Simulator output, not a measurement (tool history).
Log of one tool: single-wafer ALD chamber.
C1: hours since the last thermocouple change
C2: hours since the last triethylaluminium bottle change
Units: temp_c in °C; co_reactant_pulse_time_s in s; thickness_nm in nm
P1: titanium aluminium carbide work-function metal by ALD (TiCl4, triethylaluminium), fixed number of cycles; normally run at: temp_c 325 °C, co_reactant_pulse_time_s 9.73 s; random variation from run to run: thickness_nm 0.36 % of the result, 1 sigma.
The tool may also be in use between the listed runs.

{"run": 1, "hour": 7.5, "temp_c": 325, "co_reactant_pulse_time_s": 9.73, "C1": 895.2, "C2": 709.1, "thickness_nm": 2.119}
{"run": 2, "hour": 18.2, "temp_c": 337, "co_reactant_pulse_time_s": 6.28, "C1": 905.9, "C2": 719.8, "thickness_nm": 2.0323}
{"run": 3, "hour": 30.5, "temp_c": 305, "co_reactant_pulse_time_s": 3.94, "C1": 918.2, "C2": 732.1, "thickness_nm": 1.5101}
{"run": 4, "hour": 46.2, "temp_c": 325, "co_reactant_pulse_time_s": 9.73, "C1": 933.9, "C2": 747.8, "thickness_nm": 2.1172}
{"run": 5, "hour": 58.3, "temp_c": 325, "co_reactant_pulse_time_s": 9.73, "C1": 946, "C2": 759.9, "thickness_nm": 2.1092}
{"run": 6, "hour": 69.8, "temp_c": 311, "co_reactant_pulse_time_s": 5.78, "C1": 957.5, "C2": 771.4, "thickness_nm": 1.7902}
{"run": 7, "hour": 84.0, "temp_c": 325, "co_reactant_pulse_time_s": 15.71, "C1": 971.7, "C2": 785.6, "thickness_nm": 2.2018}
{"run": 8, "hour": 97.6, "temp_c": 350, "co_reactant_pulse_time_s": 9.73, "C1": 985.3, "C2": 799.2, "thickness_nm": 2.3365}
{"run": 9, "hour": 108.4, "temp_c": 325, "co_reactant_pulse_time_s": 4.2, "C1": 996.1, "C2": 810, "thickness_nm": 1.6805}
{"run": 10, "hour": 116.3, "temp_c": 325, "co_reactant_pulse_time_s": 9.73, "C1": 1004, "C2": 817.9, "thickness_nm": 2.1168}
{"run": 11, "hour": 128.0, "temp_c": 325, "co_reactant_pulse_time_s": 9.73, "C1": 1015.7, "C2": 829.6, "thickness_nm": 2.1055}
{"run": 12, "hour": 140.1, "temp_c": 325, "co_reactant_pulse_time_s": 9.73, "C1": 1027.8, "C2": 841.7, "thickness_nm": 2.1097}
{"run": 13, "hour": 154.9, "temp_c": 303, "co_reactant_pulse_time_s": 9.73, "C1": 1042.6, "C2": 856.5, "thickness_nm": 1.9361}
{"run": 14, "hour": 164.4, "temp_c": 325, "co_reactant_pulse_time_s": 9.73, "C1": 1052.1, "C2": 866, "thickness_nm": 2.1353}
{"run": 15, "hour": 173.9, "temp_c": 325, "co_reactant_pulse_time_s": 9.73, "C1": 1061.6, "C2": 875.5, "thickness_nm": 2.1135}

Run 16 comes next. What will it give?
{"run": 16, "hour": 185.0, "temp_c": 325, "co_reactant_pulse_time_s": 9.73, "C1": 1072.7, "C2": 886.6, "thickness_nm": "?"}

Run 16 gave thickness_nm 2.0914 nm.

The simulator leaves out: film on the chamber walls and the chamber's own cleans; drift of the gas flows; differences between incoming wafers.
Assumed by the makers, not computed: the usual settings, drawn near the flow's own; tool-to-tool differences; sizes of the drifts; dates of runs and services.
